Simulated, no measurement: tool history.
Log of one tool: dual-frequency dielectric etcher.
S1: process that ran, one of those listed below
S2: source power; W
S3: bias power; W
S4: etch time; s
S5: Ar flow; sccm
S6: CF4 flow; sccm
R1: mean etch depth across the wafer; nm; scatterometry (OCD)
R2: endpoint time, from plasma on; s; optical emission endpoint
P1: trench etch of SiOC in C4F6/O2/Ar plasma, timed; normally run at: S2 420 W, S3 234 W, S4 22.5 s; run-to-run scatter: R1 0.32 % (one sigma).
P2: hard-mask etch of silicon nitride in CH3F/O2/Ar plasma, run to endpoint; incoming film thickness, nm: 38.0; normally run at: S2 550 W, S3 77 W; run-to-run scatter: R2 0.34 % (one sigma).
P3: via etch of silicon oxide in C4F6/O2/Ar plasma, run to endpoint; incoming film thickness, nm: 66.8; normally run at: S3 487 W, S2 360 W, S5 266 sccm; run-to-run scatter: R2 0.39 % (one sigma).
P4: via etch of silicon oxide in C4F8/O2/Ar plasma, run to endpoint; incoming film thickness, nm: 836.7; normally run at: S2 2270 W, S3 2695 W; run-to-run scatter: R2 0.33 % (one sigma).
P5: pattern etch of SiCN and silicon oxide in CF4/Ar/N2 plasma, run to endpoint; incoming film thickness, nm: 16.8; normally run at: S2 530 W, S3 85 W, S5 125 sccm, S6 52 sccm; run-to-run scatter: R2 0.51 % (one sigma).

{"run": 1, "hour": 3.1, "S1": "P1", "S2": 420, "S3": 234, "S4": 22.5, "R1": 51.938}
{"run": 2, "hour": 6.1, "S1": "P1", "S2": 420, "S3": 174, "S4": 22.5, "R1": 47.05}
{"run": 3, "hour": 9.6, "S1": "P3", "S2": 360, "S3": 684, "S5": 266, "R2": 13.197}
{"run": 4, "hour": 14.4, "S1": "P5", "S2": 530, "S3": 85, "S5": 125, "S6": 65, "R2": 16.553}
{"run": 5, "hour": 16.8, "S1": "P2", "S2": 550, "S3": 77, "R2": 48.821}
{"run": 6, "hour": 21.4, "S1": "P4", "S2": 2270, "S3": 3390, "R2": 132.63}
{"run": 7, "hour": 23.9, "S1": "P3", "S2": 220, "S3": 487, "S5": 266, "R2": 17.876}
{"run": 8, "hour": 26.7, "S1": "P2", "S2": 550, "S3": 107, "R2": 43.229}
{"run": 9, "hour": 29.9, "S1": "P5", "S2": 730, "S3": 85, "S5": 125, "S6": 52, "R2": 12.874}
{"run": 10, "hour": 32.8, "S1": "P1", "S2": 420, "S3": 234, "S4": 22.5, "R1": 52.111}
{"run": 11, "hour": 35.7, "S1": "P1", "S2": 300, "S3": 234, "S4": 22.5, "R1": 45.593}
{"run": 12, "hour": 40.5, "S1": "P3", "S2": 360, "S3": 487, "S5": 266, "R2": 14.933}
{"hour": 43.8, "done": "bias power generator calibrated"}
{"run": 13, "hour": 44.7, "S1": "P5", "S2": 530, "S3": 85, "S5": 125, "S6": 52, "R2": 17.18}
{"run": 14, "hour": 48.8, "S1": "P1", "S2": 580, "S3": 147, "S4": 22.5, "R1": 50.781}
{"run": 15, "hour": 53.2, "S1": "P1", "S2": 420, "S3": 234, "S4": 22.5, "R1": 51.888}
{"hour": 54.0, "done": "wet clean of the chamber"}
{"run": 16, "hour": 56.5, "S1": "P1", "S2": 420, "S3": 234, "S4": 22.5, "R1": 51.992}
{"run": 17, "hour": 59.1, "S1": "P1", "S2": 420, "S3": 234, "S4": 22.5, "R1": 51.958}
{"run": 18, "hour": 62.5, "S1": "P4", "S2": 2270, "S3": 2695, "R2": 142.41}
{"run": 19, "hour": 66.1, "S1": "P1", "S2": 550, "S3": 234, "S4": 22.5, "R1": 57.205}
{"run": 20, "hour": 70.6, "S1": "P4", "S2": 1780, "S3": 2695, "R2": 156.98}
{"run": 21, "hour": 75.1, "S1": "P3", "S2": 360, "S3": 487, "S5": 372, "R2": 15.388}
{"run": 22, "hour": 78.4, "S1": "P3", "S2": 360, "S3": 487, "S5": 266, "R2": 14.976}
{"run": 23, "hour": 82.2, "S1": "P5", "S2": 530, "S3": 85, "S5": 99, "S6": 52, "R2": 16.502}
{"run": 24, "hour": 84.8, "S1": "P2", "S2": 750, "S3": 77, "R2": 43.36}
{"run": 25, "hour": 88.5, "S1": "P1", "S2": 420, "S3": 234, "S4": 14, "R1": 32.189}
{"run": 26, "hour": 92.9, "S1": "P1", "S2": 420, "S3": 325, "S4": 22.5, "R1": 57.833}
{"run": 27, "hour": 97.2, "S1": "P5", "S2": 530, "S3": 85, "S5": 125, "S6": 52, "R2": 17.088}
{"run": 28, "hour": 101.3, "S1": "P1", "S2": 420, "S3": 234, "S4": 22.5, "R1": 52.019}
{"run": 29, "hour": 103.4, "S1": "P5", "S2": 530, "S3": 55, "S5": 125, "S6": 52, "R2": 20}
{"run": 30, "hour": 106.5, "S1": "P1", "S2": 550, "S3": 196, "S4": 22.5, "R1": 54.371}
{"run": 31, "hour": 110.7, "S1": "P4", "S2": 2270, "S3": 2695, "R2": 142.18}
{"run": 32, "hour": 114.0, "S1": "P1", "S2": 420, "S3": 234, "S4": 28, "R1": 64.585}
{"run": 33, "hour": 118.2, "S1": "P1", "S2": 420, "S3": 234, "S4": 22.5, "R1": 51.673}
{"run": 34, "hour": 122.6, "S1": "P1", "S2": 420, "S3": 234, "S4": 22.5, "R1": 52.226}
{"run": 35, "hour": 125.4, "S1": "P1", "S2": 420, "S3": 234, "S4": 22.5, "R1": 52.157}
{"run": 36, "hour": 129.5, "S1": "P1", "S2": 420, "S3": 234, "S4": 22.5, "R1": 52.439}
{"run": 37, "hour": 132.0, "S1": "P1", "S2": 420, "S3": 234, "S4": 22.5, "R1": 52.19}
{"run": 38, "hour": 136.9, "S1": "P1", "S2": 420, "S3": 234, "S4": 22.5, "R1": 52.804}
{"run": 39, "hour": 140.4, "S1": "P1", "S2": 420, "S3": 234, "S4": 22.5, "R1": 52.458}
{"hour": 142.4, "done": "wet clean of the chamber"}
{"run": 40, "hour": 143.1, "S1": "P1", "S2": 420, "S3": 234, "S4": 22.5, "R1": 52.986}
{"run": 41, "hour": 147.2, "S1": "P1", "S2": 420, "S3": 234, "S4": 22.5, "R1": 52.487}
{"run": 42, "hour": 150.1, "S1": "P1", "S2": 420, "S3": 234, "S4": 22.5, "R1": 53.028}
{"run": 43, "hour": 152.6, "S1": "P1", "S2": 420, "S3": 234, "S4": 22.5, "R1": 52.523}
{"run": 44, "hour": 156.9, "S1": "P1", "S2": 420, "S3": 234, "S4": 22.5, "R1": 52.77}

What P1 gives has crept away from where it was. These 2 causes fit the log equally well, each at the size given:
A: source power that arrives over what is set, % = 4.3
B: bias power that arrives over what is set, % = 4.95
The creep began at about hour 118.2.
Why every other cause is out:
chamber walls in a state that raises the etch rate, %: serviced at hour 142.4, which brought nothing back

4 check runs are offered, each on 3 wafers whose results are averaged, their results left as question marks. Which one tells the causes apart?
{"run": "check 1", "hour": 161.2, "S1": "P3", "S2": 360, "S3": 678, "S5": 371, "R2": "?"}
{"run": "check 2", "hour": 161.2, "S1": "P4", "S2": 2270, "S3": 3364, "R2": "?"}
{"run": "check 3", "hour": 161.2, "S1": "P5", "S2": 710, "S3": 55, "S5": 125, "S6": 52, "R2": "?"}
{"run": "check 4", "hour": 161.2, "S1": "P2", "S2": 670, "S3": 104, "R2": "?"}

What each check would give under each cause:
check=check_1 result=R2 if_A=13.447 if_B=13.398
check=check_2 result=R2 if_A=130.62 if_B=130.76
check=check_3 result=R2 if_A=14.895 if_B=15.21
check=check_4 result=R2 if_A=40.074 if_B=40.013
How far apart the two closest causes lie, in the result that separates them most: check 1 0.36 %; check 2 0.11 %; check 3 2.09 %; check 4 0.15 %
Check 3 tells the causes apart: in the others they would give nearly the same result.

Check 3 was then run and gave: R2 14.879 s. Which cause is it?

It is A: source power that arrives over what is set, %.

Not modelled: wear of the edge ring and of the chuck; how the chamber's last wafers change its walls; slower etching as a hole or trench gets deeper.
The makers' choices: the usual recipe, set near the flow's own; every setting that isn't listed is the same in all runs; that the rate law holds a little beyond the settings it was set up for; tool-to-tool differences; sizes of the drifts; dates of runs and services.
